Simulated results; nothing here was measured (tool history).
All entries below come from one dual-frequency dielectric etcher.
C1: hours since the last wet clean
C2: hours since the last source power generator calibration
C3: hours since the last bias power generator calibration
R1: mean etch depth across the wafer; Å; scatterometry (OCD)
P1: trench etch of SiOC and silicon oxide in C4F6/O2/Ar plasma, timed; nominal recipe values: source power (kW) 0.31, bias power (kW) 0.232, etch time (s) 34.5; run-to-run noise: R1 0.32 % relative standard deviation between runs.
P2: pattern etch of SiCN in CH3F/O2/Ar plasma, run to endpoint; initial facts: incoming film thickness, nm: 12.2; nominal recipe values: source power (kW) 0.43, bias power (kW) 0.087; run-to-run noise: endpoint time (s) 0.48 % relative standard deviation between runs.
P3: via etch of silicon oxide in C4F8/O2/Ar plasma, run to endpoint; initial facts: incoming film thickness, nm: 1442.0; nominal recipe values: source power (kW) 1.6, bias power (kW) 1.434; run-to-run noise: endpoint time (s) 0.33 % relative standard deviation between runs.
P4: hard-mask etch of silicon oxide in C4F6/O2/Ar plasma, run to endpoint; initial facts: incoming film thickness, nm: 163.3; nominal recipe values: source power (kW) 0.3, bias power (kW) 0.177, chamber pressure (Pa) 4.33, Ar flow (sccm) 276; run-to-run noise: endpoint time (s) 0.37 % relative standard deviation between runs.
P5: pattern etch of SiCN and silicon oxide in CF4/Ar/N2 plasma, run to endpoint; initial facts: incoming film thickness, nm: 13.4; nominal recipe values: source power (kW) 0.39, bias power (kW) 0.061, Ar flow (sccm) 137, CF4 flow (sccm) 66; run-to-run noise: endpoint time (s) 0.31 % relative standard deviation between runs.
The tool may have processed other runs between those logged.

{"run": 1, "hour": 7.8, "process that ran": "P1", "source power (kW)": 0.31, "bias power (kW)": 0.232, "etch time (s)": 34.5, "C1": 75.7, "C2": 656.4, "C3": 1172, "R1": 651.25}
{"run": 2, "hour": 20.3, "process that ran": "P2", "source power (kW)": 0.43, "bias power (kW)": 0.055, "C1": 88.2, "C2": 668.9, "C3": 1184.5, "endpoint time (s)": 33.795}
{"run": 3, "hour": 31.3, "process that ran": "P5", "source power (kW)": 0.53, "bias power (kW)": 0.061, "Ar flow (sccm)": 137, "CF4 flow (sccm)": 66, "C1": 99.2, "C2": 679.9, "C3": 1195.5, "endpoint time (s)": 15.139}
{"run": 4, "hour": 39.5, "process that ran": "P5", "source power (kW)": 0.39, "bias power (kW)": 0.061, "Ar flow (sccm)": 83, "CF4 flow (sccm)": 66, "C1": 107.4, "C2": 688.1, "C3": 1203.7, "endpoint time (s)": 18.243}
{"run": 5, "hour": 47.5, "process that ran": "P1", "source power (kW)": 0.31, "bias power (kW)": 0.232, "etch time (s)": 19, "C1": 115.4, "C2": 696.1, "C3": 1211.7, "R1": 358.8}
{"run": 6, "hour": 59.1, "process that ran": "P1", "source power (kW)": 0.31, "bias power (kW)": 0.232, "etch time (s)": 34.5, "C1": 127, "C2": 707.7, "C3": 1223.3, "R1": 648.03}
{"run": 7, "hour": 68.5, "process that ran": "P4", "source power (kW)": 0.3, "bias power (kW)": 0.177, "Ar flow (sccm)": 276, "chamber pressure (Pa)": 4.33, "C1": 136.4, "C2": 717.1, "C3": 1232.7, "endpoint time (s)": 57.34}
{"run": 8, "hour": 77.0, "process that ran": "P1", "source power (kW)": 0.41, "bias power (kW)": 0.232, "etch time (s)": 34.5, "C1": 144.9, "C2": 725.6, "C3": 1241.2, "R1": 722.45}
{"run": 9, "hour": 89.8, "process that ran": "P1", "source power (kW)": 0.31, "bias power (kW)": 0.159, "etch time (s)": 34.5, "C1": 157.7, "C2": 738.4, "C3": 1254, "R1": 571.88}
{"run": 10, "hour": 104.2, "process that ran": "P4", "source power (kW)": 0.3, "bias power (kW)": 0.177, "Ar flow (sccm)": 222, "chamber pressure (Pa)": 4.33, "C1": 172.1, "C2": 752.8, "C3": 1268.4, "endpoint time (s)": 56.133}
{"run": 11, "hour": 113.2, "process that ran": "P3", "source power (kW)": 0.94, "bias power (kW)": 1.434, "C1": 181.1, "C2": 761.8, "C3": 1277.4, "endpoint time (s)": 412.4}
{"run": 12, "hour": 125.6, "process that ran": "P4", "source power (kW)": 0.3, "bias power (kW)": 0.12, "Ar flow (sccm)": 276, "chamber pressure (Pa)": 4.33, "C1": 193.5, "C2": 774.2, "C3": 1289.8, "endpoint time (s)": 64.964}
{"run": 13, "hour": 135.2, "process that ran": "P4", "source power (kW)": 0.3, "bias power (kW)": 0.177, "Ar flow (sccm)": 276, "chamber pressure (Pa)": 6.07, "C1": 203.1, "C2": 783.8, "C3": 1299.4, "endpoint time (s)": 59.551}
{"run": 14, "hour": 142.3, "process that ran": "P5", "source power (kW)": 0.39, "bias power (kW)": 0.043, "Ar flow (sccm)": 137, "CF4 flow (sccm)": 66, "C1": 210.2, "C2": 790.9, "C3": 1306.5, "endpoint time (s)": 22.317}
{"hour": 150.6, "done": "wet clean of the chamber"}
{"run": 15, "hour": 155.4, "process that ran": "P5", "source power (kW)": 0.39, "bias power (kW)": 0.061, "Ar flow (sccm)": 137, "CF4 flow (sccm)": 66, "C1": 4.8, "C2": 804, "C3": 1319.6, "endpoint time (s)": 19.724}
{"run": 16, "hour": 164.0, "process that ran": "P5", "source power (kW)": 0.39, "bias power (kW)": 0.061, "Ar flow (sccm)": 137, "CF4 flow (sccm)": 88, "C1": 13.4, "C2": 812.6, "C3": 1328.2, "endpoint time (s)": 18.772}
{"run": 17, "hour": 174.4, "process that ran": "P4", "source power (kW)": 0.3, "bias power (kW)": 0.177, "Ar flow (sccm)": 276, "chamber pressure (Pa)": 4.33, "C1": 23.8, "C2": 823, "C3": 1338.6, "endpoint time (s)": 57.349}
{"run": 18, "hour": 181.7, "process that ran": "P1", "source power (kW)": 0.31, "bias power (kW)": 0.232, "etch time (s)": 34.5, "C1": 31.1, "C2": 830.3, "C3": 1345.9, "R1": 651.36}
{"run": 19, "hour": 191.6, "process that ran": "P1", "source power (kW)": 0.31, "bias power (kW)": 0.232, "etch time (s)": 42.5, "C1": 41, "C2": 840.2, "C3": 1355.8, "R1": 801.3}
{"run": 20, "hour": 203.8, "process that ran": "P1", "source power (kW)": 0.31, "bias power (kW)": 0.232, "etch time (s)": 34.5, "C1": 53.2, "C2": 852.4, "C3": 1368, "R1": 652.14}
{"run": 21, "hour": 212.3, "process that ran": "P2", "source power (kW)": 0.51, "bias power (kW)": 0.087, "C1": 61.7, "C2": 860.9, "C3": 1376.5, "endpoint time (s)": 27.202}
{"run": 22, "hour": 219.7, "process that ran": "P3", "source power (kW)": 1.6, "bias power (kW)": 1.957, "C1": 69.1, "C2": 868.3, "C3": 1383.9, "endpoint time (s)": 306.37}
{"run": 23, "hour": 228.7, "process that ran": "P4", "source power (kW)": 0.17, "bias power (kW)": 0.177, "Ar flow (sccm)": 276, "chamber pressure (Pa)": 4.33, "C1": 78.1, "C2": 877.3, "C3": 1392.9, "endpoint time (s)": 71.435}
{"run": 24, "hour": 239.1, "process that ran": "P1", "source power (kW)": 0.31, "bias power (kW)": 0.288, "etch time (s)": 34.5, "C1": 88.5, "C2": 887.7, "C3": 1403.3, "R1": 702.93}
{"run": 25, "hour": 249.7, "process that ran": "P2", "source power (kW)": 0.43, "bias power (kW)": 0.087, "C1": 99.1, "C2": 898.3, "C3": 1413.9, "endpoint time (s)": 28.959}
{"run": 26, "hour": 259.4, "process that ran": "P1", "source power (kW)": 0.31, "bias power (kW)": 0.232, "etch time (s)": 34.5, "C1": 108.8, "C2": 908, "C3": 1423.6, "R1": 649.09}
{"run": 27, "hour": 272.0, "process that ran": "P1", "source power (kW)": 0.19, "bias power (kW)": 0.174, "etch time (s)": 34.5, "C1": 121.4, "C2": 920.6, "C3": 1436.2, "R1": 485.66}
{"run": 28, "hour": 281.7, "process that ran": "P1", "source power (kW)": 0.23, "bias power (kW)": 0.232, "etch time (s)": 34.5, "C1": 131.1, "C2": 930.3, "C3": 1445.9, "R1": 581.83}
{"run": 29, "hour": 295.4, "process that ran": "P1", "source power (kW)": 0.31, "bias power (kW)": 0.308, "etch time (s)": 23, "C1": 144.8, "C2": 944, "C3": 1459.6, "R1": 475.84}
{"run": 30, "hour": 309.2, "process that ran": "P1", "source power (kW)": 0.31, "bias power (kW)": 0.232, "etch time (s)": 34.5, "C1": 158.6, "C2": 957.8, "C3": 1473.4, "R1": 648.35}
{"run": 31, "hour": 316.5, "process that ran": "P3", "source power (kW)": 1.6, "bias power (kW)": 1.434, "C1": 165.9, "C2": 965.1, "C3": 1480.7, "endpoint time (s)": 331.48}
{"run": 32, "hour": 326.6, "process that ran": "P1", "source power (kW)": 0.31, "bias power (kW)": 0.232, "etch time (s)": 34.5, "C1": 176, "C2": 975.2, "C3": 1490.8, "R1": 647.58}
{"run": 33, "hour": 334.4, "process that ran": "P1", "source power (kW)": 0.31, "bias power (kW)": 0.232, "etch time (s)": 34.5, "C1": 183.8, "C2": 983, "C3": 1498.6, "R1": 656.6}
{"run": 34, "hour": 341.8, "process that ran": "P1", "source power (kW)": 0.31, "bias power (kW)": 0.232, "etch time (s)": 34.5, "C1": 191.2, "C2": 990.4, "C3": 1506, "R1": 655.11}
{"run": 35, "hour": 348.4, "process that ran": "P1", "source power (kW)": 0.31, "bias power (kW)": 0.232, "etch time (s)": 34.5, "C1": 197.8, "C2": 997, "C3": 1512.6, "R1": 654.29}
{"run": 36, "hour": 361.2, "process that ran": "P1", "source power (kW)": 0.31, "bias power (kW)": 0.232, "etch time (s)": 34.5, "C1": 210.6, "C2": 1009.8, "C3": 1525.4, "R1": 658.65}
{"run": 37, "hour": 370.4, "process that ran": "P1", "source power (kW)": 0.31, "bias power (kW)": 0.232, "etch time (s)": 34.5, "C1": 219.8, "C2": 1019, "C3": 1534.6, "R1": 657.01}
{"hour": 371.7, "done": "wet clean of the chamber"}
{"run": 38, "hour": 383.0, "process that ran": "P1", "source power (kW)": 0.31, "bias power (kW)": 0.232, "etch time (s)": 34.5, "C1": 11.3, "C2": 1031.6, "C3": 1547.2, "R1": 665.45}
{"run": 39, "hour": 397.2, "process that ran": "P1", "source power (kW)": 0.31, "bias power (kW)": 0.232, "etch time (s)": 34.5, "C1": 25.5, "C2": 1045.8, "C3": 1561.4, "R1": 663.7}
{"run": 40, "hour": 409.9, "process that ran": "P1", "source power (kW)": 0.31, "bias power (kW)": 0.232, "etch time (s)": 34.5, "C1": 38.2, "C2": 1058.5, "C3": 1574.1, "R1": 665.61}

The log shows P1 creeping away from where it was. Any of the 2 causes listed here, at the size stated for it, fits the log just as well as the others:
A: bias power that arrives over what is set, % = 4.85
B: source power that arrives over what is set, % = 4.32
At approximately hour 326.6, the process output began to creep.
Excluded causes, each with its reason:
chamber walls in a state that raises the etch rate, %: serviced at hour 371.7, after the drift had started, without restoring the earlier output

4 check runs are offered, each on 2 wafers whose results are averaged, their results left as question marks. Which one tells the causes apart?
{"run": "check 1", "hour": 422.6, "process that ran": "P2", "source power (kW)": 0.43, "bias power (kW)": 0.087, "endpoint time (s)": "?"}
{"run": "check 2", "hour": 422.6, "process that ran": "P3", "source power (kW)": 1.6, "bias power (kW)": 1.434, "endpoint time (s)": "?"}
{"run": "check 3", "hour": 422.6, "process that ran": "P4", "source power (kW)": 0.3, "bias power (kW)": 0.177, "Ar flow (sccm)": 276, "chamber pressure (Pa)": 4.33, "endpoint time (s)": "?"}
{"run": "check 4", "hour": 422.6, "process that ran": "P5", "source power (kW)": 0.39, "bias power (kW)": 0.061, "Ar flow (sccm)": 137, "CF4 flow (sccm)": 66, "endpoint time (s)": "?"}

Check results expected under each cause:
check=check_1 result=endpoint_time_(s) if_A=28.494 if_B=28.541
check=check_2 result=endpoint_time_(s) if_A=329.51 if_B=328.09
check=check_3 result=endpoint_time_(s) if_A=56.535 if_B=56.473
check=check_4 result=endpoint_time_(s) if_A=19.462 if_B=19.067
Distance between the nearest two causes, measured in the result of the check that separates them most: check 1 0.16 %; check 2 0.43 %; check 3 0.11 %; check 4 2.05 %
Check 4 tells the causes apart: in the others they would give nearly the same result.

Check 4 was then run and gave: endpoint time (s) 19.055. Which cause is it?

The cause is B: source power that arrives over what is set, %.
